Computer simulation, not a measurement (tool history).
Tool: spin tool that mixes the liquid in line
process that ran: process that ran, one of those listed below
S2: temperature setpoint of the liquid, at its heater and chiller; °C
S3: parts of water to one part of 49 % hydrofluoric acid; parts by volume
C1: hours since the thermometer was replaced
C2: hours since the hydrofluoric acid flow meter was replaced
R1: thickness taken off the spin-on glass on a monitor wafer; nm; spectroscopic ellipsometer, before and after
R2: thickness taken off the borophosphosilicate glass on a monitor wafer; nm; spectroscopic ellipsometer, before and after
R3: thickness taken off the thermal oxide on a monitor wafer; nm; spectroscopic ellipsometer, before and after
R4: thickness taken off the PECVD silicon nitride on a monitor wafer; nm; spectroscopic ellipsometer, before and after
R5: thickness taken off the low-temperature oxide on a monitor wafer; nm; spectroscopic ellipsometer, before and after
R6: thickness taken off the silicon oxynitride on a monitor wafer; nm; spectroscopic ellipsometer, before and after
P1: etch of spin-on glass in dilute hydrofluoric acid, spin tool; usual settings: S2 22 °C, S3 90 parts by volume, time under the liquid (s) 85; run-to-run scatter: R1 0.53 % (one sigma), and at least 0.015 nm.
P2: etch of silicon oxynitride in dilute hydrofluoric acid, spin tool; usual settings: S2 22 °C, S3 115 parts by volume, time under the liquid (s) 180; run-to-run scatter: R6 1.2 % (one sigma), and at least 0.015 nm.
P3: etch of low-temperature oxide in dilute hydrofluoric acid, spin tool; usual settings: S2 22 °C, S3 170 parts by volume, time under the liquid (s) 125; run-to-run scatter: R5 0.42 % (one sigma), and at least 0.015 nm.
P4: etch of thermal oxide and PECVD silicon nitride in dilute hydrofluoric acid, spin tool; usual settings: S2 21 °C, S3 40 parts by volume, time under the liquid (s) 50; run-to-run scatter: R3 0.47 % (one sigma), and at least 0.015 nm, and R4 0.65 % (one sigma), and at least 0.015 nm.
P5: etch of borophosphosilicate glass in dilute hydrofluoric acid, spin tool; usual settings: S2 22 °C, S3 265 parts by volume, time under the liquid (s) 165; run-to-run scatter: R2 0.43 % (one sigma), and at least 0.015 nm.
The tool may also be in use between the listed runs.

Run 1, hour 11.2: process that ran P1, S2 22 °C, S3 90 parts by volume, time under the liquid (s) 85; C1 1817.6; C2 787.3. Result: R1 36.1910 nm.
Run 2, hour 29.0: process that ran P1, S2 22 °C, S3 90 parts by volume, time under the liquid (s) 85; C1 1835.4; C2 805.1. Result: R1 35.9900 nm.
Run 3, hour 39.4: process that ran P5, S2 22 °C, S3 265 parts by volume, time under the liquid (s) 295; C1 1845.8; C2 815.5. Result: R2 32.799 nm.
Run 4, hour 53.9: process that ran P1, S2 22 °C, S3 90 parts by volume, time under the liquid (s) 85; C1 1860.3; C2 830.0. Result: R1 35.8700 nm.
Run 5, hour 64.5: process that ran P5, S2 22 °C, S3 265 parts by volume, time under the liquid (s) 165; C1 1870.9; C2 840.6. Result: R2 18.347 nm.
Run 6, hour 80.1: process that ran P4, S2 21 °C, S3 40 parts by volume, time under the liquid (s) 15; C1 1886.5; C2 856.2. Result: R3 1.6212 nm, R4 1.1199 nm.
Run 7, hour 88.8: process that ran P1, S2 17 °C, S3 90 parts by volume, time under the liquid (s) 85; C1 1895.2; C2 864.9. Result: R1 29.1580 nm.
Run 8, hour 102.9: process that ran P5, S2 22 °C, S3 265 parts by volume, time under the liquid (s) 165; C1 1909.3; C2 879.0. Result: R2 18.340 nm.
Run 9, hour 120.4: process that ran P3, S2 22 °C, S3 310 parts by volume, time under the liquid (s) 125; C1 1926.8; C2 896.5. Result: R5 3.2508 nm.
Run 10, hour 131.1: process that ran P2, S2 22 °C, S3 165 parts by volume, time under the liquid (s) 180; C1 1937.5; C2 907.2. Result: R6 1.36920 nm.
Run 11, hour 140.5: process that ran P2, S2 22 °C, S3 115 parts by volume, time under the liquid (s) 180; C1 1946.9; C2 916.6. Result: R6 1.99090 nm.
Run 12, hour 152.7: process that ran P1, S2 18 °C, S3 90 parts by volume, time under the liquid (s) 120; C1 1959.1; C2 928.8. Result: R1 43.0010 nm.
Run 13, hour 164.2: process that ran P3, S2 22 °C, S3 170 parts by volume, time under the liquid (s) 125; C1 1970.6; C2 940.3. Result: R5 6.7662 nm.
Run 14, hour 176.4: process that ran P1, S2 22 °C, S3 90 parts by volume, time under the liquid (s) 20; C1 1982.8; C2 952.5. Result: R1 8.4965 nm.
Run 15, hour 191.6: process that ran P1, S2 22 °C, S3 90 parts by volume, time under the liquid (s) 155; C1 1998.0; C2 967.7. Result: R1 65.5690 nm.
Run 16, hour 207.5: process that ran P2, S2 22 °C, S3 115 parts by volume, time under the liquid (s) 50; C1 2013.9; C2 983.6. Result: R6 0.58337 nm.
Run 17, hour 225.6: process that ran P4, S2 17 °C, S3 40 parts by volume, time under the liquid (s) 50; C1 2032.0; C2 1001.7. Result: R3 4.5738 nm, R4 2.8008 nm.
Run 18, hour 233.9: process that ran P1, S2 26 °C, S3 90 parts by volume, time under the liquid (s) 85; C1 2040.3; C2 1010.0. Result: R1 42.0890 nm.
Run 19, hour 242.1: process that ran P1, S2 17 °C, S3 90 parts by volume, time under the liquid (s) 160; C1 2048.5; C2 1018.2. Result: R1 54.6460 nm.
Run 20, hour 250.0: process that ran P3, S2 22 °C, S3 170 parts by volume, time under the liquid (s) 125; C1 2056.4; C2 1026.1. Result: R5 6.7870 nm.
Run 21, hour 259.8: process that ran P1, S2 22 °C, S3 90 parts by volume, time under the liquid (s) 85; C1 2066.2; C2 1035.9. Result: R1 35.8560 nm.
Run 22, hour 270.2: process that ran P1, S2 22 °C, S3 90 parts by volume, time under the liquid (s) 85; C1 2076.6; C2 1046.3. Result: R1 35.9350 nm.
At hour 273.5: hydrofluoric acid flow meter replaced.
Run 23, hour 278.6: process that ran P2, S2 30 °C, S3 115 parts by volume, time under the liquid (s) 180; C1 2085.0; C2 5.1. Result: R6 2.94170 nm.
Run 24, hour 293.9: process that ran P1, S2 22 °C, S3 160 parts by volume, time under the liquid (s) 85; C1 2100.3; C2 20.4. Result: R1 18.6030 nm.
Run 25, hour 304.1: process that ran P1, S2 22 °C, S3 90 parts by volume, time under the liquid (s) 85; C1 2110.5; C2 30.6. Result: R1 35.7210 nm.
Run 26, hour 319.7: process that ran P4, S2 21 °C, S3 40 parts by volume, time under the liquid (s) 50; C1 2126.1; C2 46.2. Result: R3 5.4277 nm, R4 3.7253 nm.
Run 27, hour 333.3: process that ran P1, S2 22 °C, S3 30 parts by volume, time under the liquid (s) 85; C1 2139.7; C2 59.8. Result: R1 115.7200 nm.
Run 28, hour 346.5: process that ran P3, S2 17 °C, S3 170 parts by volume, time under the liquid (s) 125; C1 2152.9; C2 73.0. Result: R5 5.5564 nm.
Run 29, hour 363.4: process that ran P5, S2 28 °C, S3 265 parts by volume, time under the liquid (s) 165; C1 2169.8; C2 89.9. Result: R2 22.870 nm.
Run 30, hour 373.8: process that ran P1, S2 17 °C, S3 60 parts by volume, time under the liquid (s) 85; C1 2180.2; C2 100.3. Result: R1 45.5040 nm.
Run 31, hour 382.4: process that ran P5, S2 22 °C, S3 65 parts by volume, time under the liquid (s) 165; C1 2188.8; C2 108.9. Result: R2 93.752 nm.
Run 32, hour 397.5: process that ran P1, S2 22 °C, S3 90 parts by volume, time under the liquid (s) 85; C1 2203.9; C2 124.0. Result: R1 36.0530 nm.
Run 33, hour 415.0: process that ran P4, S2 21 °C, S3 20 parts by volume, time under the liquid (s) 50; C1 2221.4; C2 141.5. Result: R3 11.1030 nm, R4 7.3060 nm.
Run 34, hour 431.6: process that ran P3, S2 22 °C, S3 170 parts by volume, time under the liquid (s) 25; C1 2238.0; C2 158.1. Result: R5 1.3414 nm.
Run 35, hour 444.3: process that ran P1, S2 22 °C, S3 90 parts by volume, time under the liquid (s) 85; C1 2250.7; C2 170.8. Result: R1 35.6270 nm.
Run 36, hour 459.8: process that ran P1, S2 22 °C, S3 90 parts by volume, time under the liquid (s) 85; C1 2266.2; C2 186.3. Result: R1 37.2640 nm.
Run 37, hour 475.9: process that ran P1, S2 22 °C, S3 90 parts by volume, time under the liquid (s) 85; C1 2282.3; C2 202.4. Result: R1 38.0860 nm.
Run 38, hour 488.6: process that ran P1, S2 22 °C, S3 90 parts by volume, time under the liquid (s) 85; C1 2295.0; C2 215.1. Result: R1 38.8290 nm.
Run 39, hour 503.2: process that ran P1, S2 22 °C, S3 90 parts by volume, time under the liquid (s) 85; C1 2309.6; C2 229.7. Result: R1 38.9030 nm.
Run 40, hour 513.3: process that ran P1, S2 22 °C, S3 90 parts by volume, time under the liquid (s) 85; C1 2319.7; C2 239.8. Result: R1 39.1020 nm.
Run 41, hour 522.7: process that ran P1, S2 22 °C, S3 90 parts by volume, time under the liquid (s) 85; C1 2329.1; C2 249.2. Result: R1 39.3830 nm.
Run 42, hour 537.9: process that ran P1, S2 22 °C, S3 90 parts by volume, time under the liquid (s) 85; C1 2344.3; C2 264.4. Result: R1 39.4630 nm.
Run 43, hour 549.1: process that ran P1, S2 22 °C, S3 90 parts by volume, time under the liquid (s) 85; C1 2355.5; C2 275.6. Result: R1 39.4640 nm.
Run 44, hour 562.3: process that ran P1, S2 22 °C, S3 90 parts by volume, time under the liquid (s) 85; C1 2368.7; C2 288.8. Result: R1 39.5180 nm.
Run 45, hour 572.4: process that ran P1, S2 22 °C, S3 90 parts by volume, time under the liquid (s) 85; C1 2378.8; C2 298.9. Result: R1 39.4540 nm.

What P1 gives has crept away from where it was. These 2 causes fit the log equally well, each at the size given:
A: liquid hotter than its thermometer reads (K) = 2.39
B: hydrofluoric acid flow above the setpoint (%) = 9.06
The creep began at about hour 444.3.

4 check runs are offered, one wafer each, their results left as question marks. Which one tells the causes apart?
Run check 1, hour 582.5: process that ran P4, S2 18 °C, S3 40 parts by volume, time under the liquid (s) 35. Result: R3 ?, R4 ?.
Run check 2, hour 582.5: process that ran P5, S2 22 °C, S3 80 parts by volume, time under the liquid (s) 245. Result: R2 ?.
Run check 3, hour 582.5: process that ran P3, S2 17 °C, S3 170 parts by volume, time under the liquid (s) 40. Result: R5 ?.
Run check 4, hour 582.5: process that ran P2, S2 26 °C, S3 115 parts by volume, time under the liquid (s) 180. Result: R6 ?.

What each check would give under each cause:
  check  result     if A     if B
check 1      R3   3.7209   3.6750
check 1      R4   2.4948   2.2936
check 2      R2  121.680  121.450
check 3      R5   1.9540   1.9628
check 4      R6  2.74090  2.70390
How far apart the two closest causes lie, in the result that separates them most: check 1 8.41 %; check 2 0.19 %; check 3 0.45 %; check 4 1.36 %
Check 1 tells the causes apart: in the others they would give nearly the same result.

Then check 1 was run and gave: R3 3.7095 nm; R4 2.4978 nm. Which cause is it?

It is A: liquid hotter than its thermometer reads (K).
